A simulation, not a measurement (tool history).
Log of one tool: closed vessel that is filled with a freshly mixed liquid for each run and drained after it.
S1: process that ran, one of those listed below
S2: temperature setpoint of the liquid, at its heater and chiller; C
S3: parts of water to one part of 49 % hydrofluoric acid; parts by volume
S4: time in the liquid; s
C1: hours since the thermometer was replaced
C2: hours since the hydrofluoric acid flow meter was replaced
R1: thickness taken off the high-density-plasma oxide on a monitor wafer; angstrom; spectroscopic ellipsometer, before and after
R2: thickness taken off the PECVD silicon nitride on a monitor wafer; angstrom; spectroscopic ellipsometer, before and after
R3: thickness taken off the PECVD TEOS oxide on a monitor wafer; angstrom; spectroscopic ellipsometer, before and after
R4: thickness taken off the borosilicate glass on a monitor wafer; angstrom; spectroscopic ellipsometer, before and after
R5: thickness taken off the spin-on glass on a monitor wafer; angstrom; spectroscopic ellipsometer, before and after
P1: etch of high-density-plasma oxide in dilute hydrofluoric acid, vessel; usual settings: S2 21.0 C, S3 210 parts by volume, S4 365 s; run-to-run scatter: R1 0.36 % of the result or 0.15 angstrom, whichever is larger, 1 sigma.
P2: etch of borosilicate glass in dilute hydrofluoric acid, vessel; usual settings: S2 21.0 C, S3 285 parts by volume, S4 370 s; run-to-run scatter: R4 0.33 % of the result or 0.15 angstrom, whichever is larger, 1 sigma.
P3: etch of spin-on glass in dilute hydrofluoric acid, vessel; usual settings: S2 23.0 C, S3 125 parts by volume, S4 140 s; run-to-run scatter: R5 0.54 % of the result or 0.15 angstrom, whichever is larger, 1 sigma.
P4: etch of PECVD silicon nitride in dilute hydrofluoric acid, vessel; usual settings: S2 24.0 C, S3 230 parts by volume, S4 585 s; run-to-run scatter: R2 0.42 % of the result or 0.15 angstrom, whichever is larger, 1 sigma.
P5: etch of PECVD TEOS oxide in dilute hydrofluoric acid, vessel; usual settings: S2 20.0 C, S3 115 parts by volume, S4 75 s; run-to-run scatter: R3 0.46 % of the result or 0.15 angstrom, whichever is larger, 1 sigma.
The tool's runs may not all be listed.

run   hour  S1    S2   S3   S4     C1     C2       R1        R2       R3      R4       R5
  1    7.1  P1  21.0  210  365  684.8  231.3   92.742
  2   22.4  P4  31.5  230  585  700.1  246.6            95.5400
  3   35.7  P1  21.0  210  365  713.4  259.9   91.578
  4   48.9  P4  24.0  230   80  726.6  273.1             8.3572
  5   61.3  P5  20.0  115   75  739.0  285.5                     109.570
  6   72.5  P2  21.0  285  650  750.2  296.7                              334.65
      81.7  -- thermometer replaced
  7   83.9  P3  23.0  125   30    2.2  308.1                                       56.578
  8   98.4  P4  24.0  230  585   16.7  322.6            60.7300
  9  111.9  P3  23.0  200  140   30.2  336.1                                      151.170
 10  120.6  P1  21.0  340  365   38.9  344.8   50.537
 11  127.3  P1  17.5  210  365   45.6  351.5   80.823
 12  136.6  P2  21.0  285  370   54.9  360.8                              191.46
 13  144.9  P1  21.0  210  365   63.2  369.1   92.354
 14  152.1  P1  21.0  210  630   70.4  376.3  159.170
 15  160.7  P2  25.0  285  370   79.0  384.9                              219.81
 16  174.0  P5  26.5  115   75   92.3  398.2                     142.120
 17  182.7  P1  21.0  210  365  101.0  406.9   92.368
 18  192.2  P1  21.0  325  575  110.5  416.4   85.237
 19  205.6  P5  20.0  115   40  123.9  429.8                      58.476
 20  217.2  P5  20.0  205   75  135.5  441.4                      55.986
 21  228.3  P2  21.0  135  370  146.6  452.5                              467.12
 22  241.9  P1  21.0  210   65  160.2  466.1   16.508
 23  252.5  P3  23.0  125  140  170.8  476.7                                      263.200
 24  265.3  P3  17.0  125  140  183.6  489.5                                      206.050
 25  274.7  P4  24.0   65  585  193.0  498.9           212.3100
 26  282.3  P1  28.5  210  365  200.6  506.5  122.110
 27  289.8  P3  23.0  125  140  208.1  514.0                                      263.350
 28  305.2  P1  21.0  120  365  223.5  529.4  178.450
 29  317.9  P1  21.0  210  365  236.2  542.1   92.114
 30  329.7  P1  21.0  210  365  248.0  553.9   90.268
 31  339.3  P1  21.0  210  365  257.6  563.5   88.408
 32  352.8  P1  21.0  210  365  271.1  577.0   88.114
 33  364.8  P1  21.0  210  365  283.1  589.0   87.026
 34  377.9  P1  21.0  210  365  296.2  602.1   86.563
 35  388.5  P1  21.0  210  365  306.8  612.7   86.737
 36  398.5  P1  21.0  210  365  316.8  622.7   85.901
 37  409.8  P1  21.0  210  365  328.1  634.0   85.590
 38  421.1  P1  21.0  210  365  339.4  645.3   86.260
 39  428.6  P1  21.0  210  365  346.9  652.8   85.780
 40  436.6  P1  21.0  210  365  354.9  660.8   85.904

What P1 gives has crept away from where it was. These 2 causes fit the log equally well, each at the size given:
A: liquid colder than its thermometer reads (K) = 2.01
B: hydrofluoric acid flow below the setpoint (%) = 6.14
The creep began at about hour 317.9.

4 check runs are offered, one wafer each, their results left as question marks. Which one tells the causes apart?
check 1  444.6  P5  24.0  190   75                   ?
check 2  444.6  P4  31.5   70  585               ?
check 3  444.6  P3  23.0  185   45                           ?
check 4  444.6  P2  21.0  165  565                       ?

What each check would give under each cause:
  check  result      if A      if B
check 1      R3    66.150    66.071
check 2      R2  282.0600  300.7500
check 3      R5    49.564    49.587
check 4      R4    522.79    525.26
How far apart the two closest causes lie, in the result that separates them most: check 1 0.12 %; check 2 6.42 %; check 3 0.05 %; check 4 0.47 %
Check 2 tells the causes apart: in the others they would give nearly the same result.

Then check 2 was run and gave: R2 301.3700 angstrom. Which cause is it?

It is B: hydrofluoric acid flow below the setpoint (%).

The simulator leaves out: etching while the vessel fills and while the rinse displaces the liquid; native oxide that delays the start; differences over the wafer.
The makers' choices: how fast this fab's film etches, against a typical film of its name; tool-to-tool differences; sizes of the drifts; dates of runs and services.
